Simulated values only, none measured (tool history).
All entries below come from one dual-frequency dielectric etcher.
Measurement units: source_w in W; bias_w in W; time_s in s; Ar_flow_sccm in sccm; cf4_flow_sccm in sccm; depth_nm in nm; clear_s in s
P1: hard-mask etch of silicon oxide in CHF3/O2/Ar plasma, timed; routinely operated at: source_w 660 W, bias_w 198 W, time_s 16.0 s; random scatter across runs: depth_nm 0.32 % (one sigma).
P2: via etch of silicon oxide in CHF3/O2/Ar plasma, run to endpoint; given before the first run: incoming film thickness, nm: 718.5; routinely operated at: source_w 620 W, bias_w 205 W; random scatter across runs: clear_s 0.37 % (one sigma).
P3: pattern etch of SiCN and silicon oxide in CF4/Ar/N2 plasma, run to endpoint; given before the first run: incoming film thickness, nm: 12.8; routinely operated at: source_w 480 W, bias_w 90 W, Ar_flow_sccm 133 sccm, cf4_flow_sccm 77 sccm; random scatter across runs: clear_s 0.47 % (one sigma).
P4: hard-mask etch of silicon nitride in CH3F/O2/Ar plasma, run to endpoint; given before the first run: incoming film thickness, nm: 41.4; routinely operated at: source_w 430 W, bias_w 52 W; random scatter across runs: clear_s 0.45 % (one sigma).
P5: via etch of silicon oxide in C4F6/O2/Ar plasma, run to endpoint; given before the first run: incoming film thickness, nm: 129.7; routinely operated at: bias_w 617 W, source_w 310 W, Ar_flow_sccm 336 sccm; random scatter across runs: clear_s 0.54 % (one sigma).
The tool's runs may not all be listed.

run	day	process	source_w	bias_w	time_s	Ar_flow_sccm	cf4_flow_sccm	hours since the last wet clean	hours since the last source power generator calibration	hours since the last bias power generator calibration	depth_nm	clear_s
1	0.388	P1	660	198	16.0			298.4	3940.3	1320.4	33.529	
2	0.621	P1	450	198	16.0			304.0	3945.9	1326.0	28.759	
3	1.008	P5	310	617		432		313.3	3955.2	1335.3		30.757
4	1.242	P3	480	90		165	77	318.9	3960.8	1340.9		14.226
5	1.683	P3	480	90		133	77	329.5	3971.4	1351.5		13.689
6	1.938	P2	880	205				335.6	3977.5	1357.6		300.710
7	2.229	P3	480	90		133	77	342.6	3984.5	1364.6		13.749
8	2.454	P1	660	198	16.0			348.0	3989.9	1370.0	33.353	
9	2.846	P4	430	64				357.4	3999.3	1379.4		61.255
10	3.296	P5	310	422		336		368.2	4010.1	1390.2		34.367
11	3.512	P1	660	198	9.0			373.4	4015.3	1395.4	18.854	
12	3.779	P3	480	108		133	77	379.8	4021.7	1401.8		12.968
# day 4.142: source power generator calibrated
13	4.233	P1	660	198	16.0			390.7	2.3	1412.7	33.463	
14	4.683	P4	430	52				401.5	13.1	1423.5		65.732
15	5.154	P1	920	198	16.0			412.8	24.4	1434.8	37.800	
16	5.521	P4	520	52				421.6	33.2	1443.6		61.102
17	5.950	P1	660	198	16.0			431.9	43.5	1453.9	33.615	
18	6.321	P1	660	198	22.5			440.8	52.4	1462.8	46.658	
19	6.567	P2	620	205				446.7	58.3	1468.7		345.810
20	6.783	P3	650	90		133	77	451.9	63.5	1473.9		10.590
21	7.258	P1	660	116	16.0			463.3	74.9	1485.3	28.127	
22	7.642	P5	310	617		336		472.5	84.1	1494.5		29.919
23	7.883	P1	660	281	16.0			478.3	89.9	1500.3	37.844	

Estimate the outcome of run 24 from the log above:
24	8.350	P5	430	617		336		489.5	101.1	1511.5		?

{"run 24": {"clear_s": 26.378}}
